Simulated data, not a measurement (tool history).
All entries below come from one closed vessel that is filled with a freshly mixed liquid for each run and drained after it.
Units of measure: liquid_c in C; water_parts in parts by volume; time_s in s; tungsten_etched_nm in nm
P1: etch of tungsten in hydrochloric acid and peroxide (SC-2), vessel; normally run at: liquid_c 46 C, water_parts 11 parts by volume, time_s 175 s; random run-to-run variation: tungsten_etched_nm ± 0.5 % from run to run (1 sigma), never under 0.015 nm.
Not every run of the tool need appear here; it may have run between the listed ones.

| run | day | liquid_c | water_parts | time_s | hours since the thermometer was replaced | hours since the chemicals flow meter was replaced | hours since the drum of peroxide was connected | tungsten_etched_nm |
|---|---|---|---|---|---|---|---|---|
| 1 | 0.683 | 46 | 11 | 175 | 298.3 | 953.5 | 889.5 | 28.709 |
| 2 | 1.129 | 46 | 11 | 175 | 309 | 964.2 | 900.2 | 28.95 |
| 3 | 1.508 | 46 | 16.5 | 175 | 318.1 | 973.3 | 909.3 | 20.143 |
| 4 | 1.971 | 35 | 11 | 175 | 329.2 | 984.4 | 920.4 | 13.239 |
| 5 | 2.471 | 46 | 11 | 175 | 341.2 | 996.4 | 932.4 | 28.508 |
| 6 | 3.133 | 46 | 11 | 175 | 357.1 | 1012.3 | 948.3 | 28.69 |
| 7 | 3.475 | 46 | 16 | 290 | 365.3 | 1020.5 | 956.5 | 34.154 |
| 8 | 3.9 | 46 | 11 | 175 | 375.5 | 1030.7 | 966.7 | 28.714 |
| 9 | 4.425 | 46 | 11 | 30 | 388.1 | 1043.3 | 979.3 | 4.9575 |
| 10 | 5.104 | 46 | 11 | 295 | 404.4 | 1059.6 | 995.6 | 48.212 |
| 11 | 5.562 | 56.5 | 11 | 175 | 415.4 | 1070.6 | 1006.6 | 57.411 |
| 12 | 5.9 | 46 | 4 | 175 | 423.5 | 1078.7 | 1014.7 | 62.057 |
| 13 | 6.588 | 46 | 11 | 175 | 440 | 1095.2 | 1031.2 | 28.75 |
| 14 | 7.283 | 46 | 11 | 175 | 456.7 | 1111.9 | 1047.9 | 28.5 |
| 15 | 7.988 | 46 | 11 | 175 | 473.6 | 1128.8 | 1064.8 | 27.383 |
| 16 | 8.571 | 46 | 11 | 175 | 487.6 | 1142.8 | 1078.8 | 26.908 |
| 17 | 9.146 | 46 | 11 | 175 | 501.4 | 1156.6 | 1092.6 | 26.434 |
|  | 9.304 | new drum of peroxide connected |
| 18 | 9.467 | 46 | 11 | 175 | 509.1 | 1164.3 | 3.9 | 26.238 |
| 19 | 10.138 | 46 | 11 | 175 | 525.2 | 1180.4 | 20 | 26.132 |

Run 20, settings as shown, results not yet in. Your forecast:
| 20 | 10.454 | 46 | 11 | 175 | 532.8 | 1188 | 27.6 | ? |

Run 20 came out at tungsten_etched_nm 26.069 nm.

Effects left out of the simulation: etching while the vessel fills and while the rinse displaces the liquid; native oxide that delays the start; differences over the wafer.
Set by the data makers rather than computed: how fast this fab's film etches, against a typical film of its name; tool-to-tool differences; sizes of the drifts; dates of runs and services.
